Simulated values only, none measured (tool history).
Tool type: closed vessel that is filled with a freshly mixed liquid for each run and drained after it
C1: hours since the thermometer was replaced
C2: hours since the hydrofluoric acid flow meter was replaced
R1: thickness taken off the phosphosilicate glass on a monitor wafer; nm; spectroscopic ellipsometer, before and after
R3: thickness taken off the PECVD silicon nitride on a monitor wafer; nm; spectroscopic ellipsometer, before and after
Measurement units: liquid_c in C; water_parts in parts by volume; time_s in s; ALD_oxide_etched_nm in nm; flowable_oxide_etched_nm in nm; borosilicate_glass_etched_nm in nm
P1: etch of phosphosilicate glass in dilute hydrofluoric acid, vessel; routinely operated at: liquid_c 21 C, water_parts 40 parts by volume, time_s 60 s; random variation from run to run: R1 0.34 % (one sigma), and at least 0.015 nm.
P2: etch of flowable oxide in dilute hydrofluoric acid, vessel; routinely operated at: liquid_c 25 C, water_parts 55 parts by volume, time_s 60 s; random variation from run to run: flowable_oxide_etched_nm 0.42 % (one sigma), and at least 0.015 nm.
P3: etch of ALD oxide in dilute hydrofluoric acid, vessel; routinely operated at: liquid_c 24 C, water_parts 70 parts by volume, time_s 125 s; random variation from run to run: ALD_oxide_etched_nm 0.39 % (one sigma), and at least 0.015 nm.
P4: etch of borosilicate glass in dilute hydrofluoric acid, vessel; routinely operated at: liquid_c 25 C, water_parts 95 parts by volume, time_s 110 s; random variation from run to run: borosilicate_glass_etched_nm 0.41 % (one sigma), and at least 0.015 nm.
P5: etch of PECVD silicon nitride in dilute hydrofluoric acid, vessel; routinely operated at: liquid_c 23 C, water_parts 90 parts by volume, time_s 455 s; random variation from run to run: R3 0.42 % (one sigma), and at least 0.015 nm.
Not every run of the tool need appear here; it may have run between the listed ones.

run 1 hour=3.8 | process=P1 liquid_c=21 water_parts=40 time_s=60 | C1=1208.1 C2=1233.8 | R1=157.93
run 2 hour=6.7 | process=P1 liquid_c=25.5 water_parts=20 time_s=60 | C1=1211 C2=1236.7 | R1=392.96
run 3 hour=11.4 | process=P3 liquid_c=24 water_parts=35 time_s=125 | C1=1215.7 C2=1241.4 | ALD_oxide_etched_nm=39.876
run 4 hour=15.4 | process=P1 liquid_c=21 water_parts=40 time_s=85 | C1=1219.7 C2=1245.4 | R1=223.09
run 5 hour=20.2 | process=P5 liquid_c=23 water_parts=155 time_s=455 | C1=1224.5 C2=1250.2 | R3=13.832
run 6 hour=22.9 | process=P1 liquid_c=21 water_parts=20 time_s=60 | C1=1227.2 C2=1252.9 | R1=324.49
run 7 hour=27.5 | process=P1 liquid_c=21 water_parts=40 time_s=60 | C1=1231.8 C2=1257.5 | R1=158.19
run 8 hour=29.7 | process=P1 liquid_c=26.5 water_parts=40 time_s=60 | C1=1234 C2=1259.7 | R1=199.45
run 9 hour=34.5 | process=P5 liquid_c=23 water_parts=90 time_s=120 | C1=1238.8 C2=1264.5 | R3=6.2346
run 10 hour=37.2 | process=P2 liquid_c=25 water_parts=95 time_s=60 | C1=1241.5 C2=1267.2 | flowable_oxide_etched_nm=42.346
run 11 hour=39.5 | process=P1 liquid_c=21 water_parts=60 time_s=60 | C1=1243.8 C2=1269.5 | R1=102.62
run 12 hour=44 | process=P5 liquid_c=23 water_parts=90 time_s=455 | C1=1248.3 C2=1274 | R3=23.739
run 13 hour=46.3 | process=P1 liquid_c=21 water_parts=40 time_s=60 | C1=1250.6 C2=1276.3 | R1=158.52
run 14 hour=48.4 | process=P5 liquid_c=31 water_parts=90 time_s=455 | C1=1252.7 C2=1278.4 | R3=39.808
run 15 hour=51.3 | process=P1 liquid_c=21 water_parts=40 time_s=60 | C1=1255.6 C2=1281.3 | R1=157.3
run 16 hour=56.1 | process=P4 liquid_c=30.5 water_parts=95 time_s=110 | C1=1260.4 C2=1286.1 | borosilicate_glass_etched_nm=67.74
run 17 hour=59.6 | process=P2 liquid_c=25 water_parts=55 time_s=60 | C1=1263.9 C2=1289.6 | flowable_oxide_etched_nm=76.766
run 18 hour=63 | process=P1 liquid_c=17 water_parts=40 time_s=60 | C1=1267.3 C2=1293 | R1=133.16
run 19 hour=65.9 | process=P3 liquid_c=24 water_parts=70 time_s=65 | C1=1270.2 C2=1295.9 | ALD_oxide_etched_nm=10.006
run 20 hour=68.5 | process=P4 liquid_c=25 water_parts=95 time_s=110 | C1=1272.8 C2=1298.5 | borosilicate_glass_etched_nm=54.177
run 21 hour=70.9 | process=P1 liquid_c=21 water_parts=40 time_s=30 | C1=1275.2 C2=1300.9 | R1=79.257
run 22 hour=75 | process=P1 liquid_c=21 water_parts=40 time_s=60 | C1=1279.3 C2=1305 | R1=158.08
run 23 hour=77.6 | process=P1 liquid_c=21 water_parts=70 time_s=110 | C1=1281.9 C2=1307.6 | R1=159.92
run 24 hour=82 | process=P1 liquid_c=21 water_parts=40 time_s=60 | C1=1286.3 C2=1312 | R1=159.15
run 25 hour=85.4 | process=P3 liquid_c=18 water_parts=70 time_s=125 | C1=1289.7 C2=1315.4 | ALD_oxide_etched_nm=14.948
run 26 hour=89.3 | process=P2 liquid_c=25 water_parts=55 time_s=30 | C1=1293.6 C2=1319.3 | flowable_oxide_etched_nm=38.445
run 27 hour=93.1 | process=P4 liquid_c=25 water_parts=95 time_s=110 | C1=1297.4 C2=1323.1 | borosilicate_glass_etched_nm=54.476
run 28 hour=96.1 | process=P4 liquid_c=25 water_parts=55 time_s=110 | C1=1300.4 C2=1326.1 | borosilicate_glass_etched_nm=99.946
run 29 hour=98.6 | process=P3 liquid_c=24 water_parts=70 time_s=125 | C1=1302.9 C2=1328.6 | ALD_oxide_etched_nm=19.196
run 30 hour=101.4 | process=P2 liquid_c=17 water_parts=55 time_s=60 | C1=1305.7 C2=1331.4 | flowable_oxide_etched_nm=55.414
run 31 hour=104.9 | process=P4 liquid_c=25 water_parts=95 time_s=30 | C1=1309.2 C2=1334.9 | borosilicate_glass_etched_nm=14.863

Predict the results of run 32:
run 32 hour=107.3 | process=P1 liquid_c=21 water_parts=40 time_s=60 | C1=1311.6 C2=1337.3 | R1=?

Run 32 measured R1 157.83 nm.

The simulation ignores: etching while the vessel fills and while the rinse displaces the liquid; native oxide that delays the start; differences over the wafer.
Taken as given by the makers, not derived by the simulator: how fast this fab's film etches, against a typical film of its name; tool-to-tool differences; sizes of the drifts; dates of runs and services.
